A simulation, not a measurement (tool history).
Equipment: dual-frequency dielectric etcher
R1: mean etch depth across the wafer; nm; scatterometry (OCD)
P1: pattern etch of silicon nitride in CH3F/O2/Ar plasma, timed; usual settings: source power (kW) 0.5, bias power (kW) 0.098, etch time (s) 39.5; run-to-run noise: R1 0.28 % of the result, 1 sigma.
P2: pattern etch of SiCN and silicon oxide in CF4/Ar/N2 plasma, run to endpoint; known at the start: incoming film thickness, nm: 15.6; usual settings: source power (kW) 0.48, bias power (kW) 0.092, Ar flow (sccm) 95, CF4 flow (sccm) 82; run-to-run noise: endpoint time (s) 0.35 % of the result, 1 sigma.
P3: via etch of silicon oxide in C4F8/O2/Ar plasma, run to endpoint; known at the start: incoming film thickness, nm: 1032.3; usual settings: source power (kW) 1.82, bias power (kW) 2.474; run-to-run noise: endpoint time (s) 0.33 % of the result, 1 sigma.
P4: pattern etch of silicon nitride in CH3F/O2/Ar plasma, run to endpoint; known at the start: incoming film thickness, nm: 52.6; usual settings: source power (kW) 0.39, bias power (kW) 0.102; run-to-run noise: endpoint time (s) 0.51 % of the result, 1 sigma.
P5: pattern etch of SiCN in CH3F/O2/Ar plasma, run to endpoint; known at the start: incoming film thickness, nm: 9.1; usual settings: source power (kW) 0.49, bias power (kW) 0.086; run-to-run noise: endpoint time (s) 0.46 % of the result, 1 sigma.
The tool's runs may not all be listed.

run 1 day=0.254 | process_that_ran=P1 source_power_(kW)=0.5 bias_power_(kW)=0.098 etch_time_(s)=39.5 | R1=32.684
run 2 day=0.575 | process_that_ran=P3 source_power_(kW)=1.82 bias_power_(kW)=2.474 | endpoint_time_(s)=195.27
run 3 day=0.954 | process_that_ran=P1 source_power_(kW)=0.5 bias_power_(kW)=0.117 etch_time_(s)=39.5 | R1=34.93
run 4 day=1.388 | process_that_ran=P1 source_power_(kW)=0.42 bias_power_(kW)=0.12 etch_time_(s)=39.5 | R1=32.976
run 5 day=1.654 | process_that_ran=P3 source_power_(kW)=1.82 bias_power_(kW)=1.479 | endpoint_time_(s)=227
run 6 day=2.042 | process_that_ran=P5 source_power_(kW)=0.67 bias_power_(kW)=0.086 | endpoint_time_(s)=18.606
run 7 day=2.425 | process_that_ran=P3 source_power_(kW)=2.59 bias_power_(kW)=2.474 | endpoint_time_(s)=170
run 8 day=2.638 | process_that_ran=P4 source_power_(kW)=0.24 bias_power_(kW)=0.102 | endpoint_time_(s)=80.714
run 9 day=3.096 | process_that_ran=P1 source_power_(kW)=0.7 bias_power_(kW)=0.098 etch_time_(s)=39.5 | R1=36.877
run 10 day=3.55 | process_that_ran=P2 source_power_(kW)=0.48 bias_power_(kW)=0.092 Ar_flow_(sccm)=56 CF4_flow_(sccm)=82 | endpoint_time_(s)=14.325
run 11 day=3.95 | process_that_ran=P2 source_power_(kW)=0.48 bias_power_(kW)=0.092 Ar_flow_(sccm)=95 CF4_flow_(sccm)=61 | endpoint_time_(s)=15.916
run 12 day=4.312 | process_that_ran=P5 source_power_(kW)=0.49 bias_power_(kW)=0.063 | endpoint_time_(s)=23.241
run 13 day=4.679 | process_that_ran=P1 source_power_(kW)=0.37 bias_power_(kW)=0.06 etch_time_(s)=39.5 | R1=24.654
run 14 day=4.933 | process_that_ran=P1 source_power_(kW)=0.5 bias_power_(kW)=0.098 etch_time_(s)=39.5 | R1=32.671
run 15 day=5.138 | process_that_ran=P2 source_power_(kW)=0.57 bias_power_(kW)=0.092 Ar_flow_(sccm)=95 CF4_flow_(sccm)=82 | endpoint_time_(s)=13.137
run 16 day=5.354 | process_that_ran=P1 source_power_(kW)=0.5 bias_power_(kW)=0.098 etch_time_(s)=55 | R1=45.459
run 17 day=5.612 | process_that_ran=P2 source_power_(kW)=0.48 bias_power_(kW)=0.121 Ar_flow_(sccm)=95 CF4_flow_(sccm)=82 | endpoint_time_(s)=13.891
run 18 day=6.05 | process_that_ran=P1 source_power_(kW)=0.34 bias_power_(kW)=0.098 etch_time_(s)=39.5 | R1=28.313
run 19 day=6.412 | process_that_ran=P5 source_power_(kW)=0.49 bias_power_(kW)=0.086 | endpoint_time_(s)=20.765
run 20 day=6.821 | process_that_ran=P2 source_power_(kW)=0.48 bias_power_(kW)=0.092 Ar_flow_(sccm)=95 CF4_flow_(sccm)=82 | endpoint_time_(s)=15.368
run 21 day=7.117 | process_that_ran=P3 source_power_(kW)=1.82 bias_power_(kW)=2.474 | endpoint_time_(s)=195.28
-- day=7.433 wet clean of the chamber
run 22 day=7.496 | process_that_ran=P1 source_power_(kW)=0.5 bias_power_(kW)=0.098 etch_time_(s)=39.5 | R1=32.737
run 23 day=7.8 | process_that_ran=P1 source_power_(kW)=0.5 bias_power_(kW)=0.098 etch_time_(s)=39.5 | R1=32.839
run 24 day=8.025 | process_that_ran=P4 source_power_(kW)=0.39 bias_power_(kW)=0.102 | endpoint_time_(s)=67.033
run 25 day=8.442 | process_that_ran=P1 source_power_(kW)=0.5 bias_power_(kW)=0.098 etch_time_(s)=39.5 | R1=32.645
run 26 day=8.667 | process_that_ran=P1 source_power_(kW)=0.5 bias_power_(kW)=0.098 etch_time_(s)=25.5 | R1=21.185
run 27 day=9.104 | process_that_ran=P4 source_power_(kW)=0.39 bias_power_(kW)=0.065 | endpoint_time_(s)=78.995
run 28 day=9.496 | process_that_ran=P1 source_power_(kW)=0.5 bias_power_(kW)=0.072 etch_time_(s)=39.5 | R1=29.369
run 29 day=9.733 | process_that_ran=P1 source_power_(kW)=0.5 bias_power_(kW)=0.098 etch_time_(s)=39.5 | R1=32.564
run 30 day=10.108 | process_that_ran=P1 source_power_(kW)=0.5 bias_power_(kW)=0.098 etch_time_(s)=39.5 | R1=32.872
run 31 day=10.429 | process_that_ran=P1 source_power_(kW)=0.5 bias_power_(kW)=0.098 etch_time_(s)=39.5 | R1=32.895
run 32 day=10.704 | process_that_ran=P1 source_power_(kW)=0.5 bias_power_(kW)=0.098 etch_time_(s)=39.5 | R1=32.967
-- day=11.142 wet clean of the chamber
run 33 day=11.175 | process_that_ran=P1 source_power_(kW)=0.5 bias_power_(kW)=0.098 etch_time_(s)=39.5 | R1=32.93
run 34 day=11.583 | process_that_ran=P1 source_power_(kW)=0.5 bias_power_(kW)=0.098 etch_time_(s)=39.5 | R1=33.032
run 35 day=11.833 | process_that_ran=P1 source_power_(kW)=0.5 bias_power_(kW)=0.098 etch_time_(s)=39.5 | R1=33.209
run 36 day=12.138 | process_that_ran=P1 source_power_(kW)=0.5 bias_power_(kW)=0.098 etch_time_(s)=39.5 | R1=33.081
run 37 day=12.525 | process_that_ran=P1 source_power_(kW)=0.5 bias_power_(kW)=0.098 etch_time_(s)=39.5 | R1=33.158
run 38 day=12.983 | process_that_ran=P1 source_power_(kW)=0.5 bias_power_(kW)=0.098 etch_time_(s)=39.5 | R1=33.146

Something has made what P1 gives creep away from where it was; the 2 causes below, each at its own stated size, fit the log equally well:
A: source power that arrives over what is set, % = 3.88
B: bias power that arrives over what is set, % = 4.02
The gradual shift began around day 9.733.
What rules out each remaining cause:
chamber walls in a state that raises the etch rate, %: serviced after onset, at day 11.142, with no recovery of the prior output

Consider the 4 check runs below, whose results appear as question marks and each of which averages 2 wafers. Which one distinguishes the causes, in that each cause would give it a clearly different result?
run check 1 day=13.442 | process_that_ran=P5 source_power_(kW)=0.6 bias_power_(kW)=0.086 | endpoint_time_(s)=?
run check 2 day=13.442 | process_that_ran=P3 source_power_(kW)=2.4 bias_power_(kW)=2.474 | endpoint_time_(s)=?
run check 3 day=13.442 | process_that_ran=P2 source_power_(kW)=0.48 bias_power_(kW)=0.092 Ar_flow_(sccm)=80 CF4_flow_(sccm)=82 | endpoint_time_(s)=?
run check 4 day=13.442 | process_that_ran=P4 source_power_(kW)=0.32 bias_power_(kW)=0.07 | endpoint_time_(s)=?

If the cause were each of the candidates in turn, the checks would give the following:
check=check_1 result=endpoint_time_(s) if_A=19.121 if_B=19.124
check=check_2 result=endpoint_time_(s) if_A=172.81 if_B=173.4
check=check_3 result=endpoint_time_(s) if_A=14.428 if_B=14.724
check=check_4 result=endpoint_time_(s) if_A=81.874 if_B=81.93
Smallest distance between any two causes, each pair judged by its most separating result, in per cent: check 1 0.02 %; check 2 0.34 %; check 3 2.03 %; check 4 0.07 %
Check 3 distinguishes between the causes, while the remaining checks would return nearly the same result for all of them.

The results of check 3 are: endpoint time (s) 14.42. Based on these, which of the listed causes is it?

A is the cause: source power that arrives over what is set, %.
